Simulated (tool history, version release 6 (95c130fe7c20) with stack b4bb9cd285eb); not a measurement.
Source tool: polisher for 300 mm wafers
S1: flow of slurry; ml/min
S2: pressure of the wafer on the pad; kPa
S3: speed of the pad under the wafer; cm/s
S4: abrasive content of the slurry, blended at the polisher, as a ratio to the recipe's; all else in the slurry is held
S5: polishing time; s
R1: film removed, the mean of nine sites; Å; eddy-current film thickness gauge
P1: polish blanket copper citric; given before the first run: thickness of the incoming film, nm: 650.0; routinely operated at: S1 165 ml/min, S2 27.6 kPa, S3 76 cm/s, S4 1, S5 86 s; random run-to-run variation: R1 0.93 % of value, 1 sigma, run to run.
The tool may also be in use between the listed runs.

run,day,S1,S2,S3,S4,S5,R1
1,0.35,165,27.6,76,1,86,1967.1
2,0.529,165,27.6,76,0.6,58,1206.2
3,0.896,165,27.6,76,1,86,2000
4,1.092,100,27.6,76,1,86,1792.8
# day 1.283: head pressure recalibrated
5,1.421,165,27.6,76,1,86,1966.8
6,1.612,165,27.6,100,1,86,2595.4
7,1.842,165,27.6,76,1,39,900.14
8,2.162,165,27.6,76,0.6,86,1763.2
9,2.358,165,42.7,76,1,86,3034.7
10,2.704,165,27.6,46,1,86,1200.5
11,3.021,165,27.6,76,1,131,3060.4
12,3.262,165,27.6,76,1,86,1962.3
# day 3.388: slurry blender recalibrated
13,3.65,165,27.6,76,1.45,86,2164.7
14,3.967,210,27.6,76,1,86,2047.3

Run 15, settings as shown, results not yet in. Your forecast:
15,4.15,230,27.6,98,1,86,?

R1: 2680.2 Å
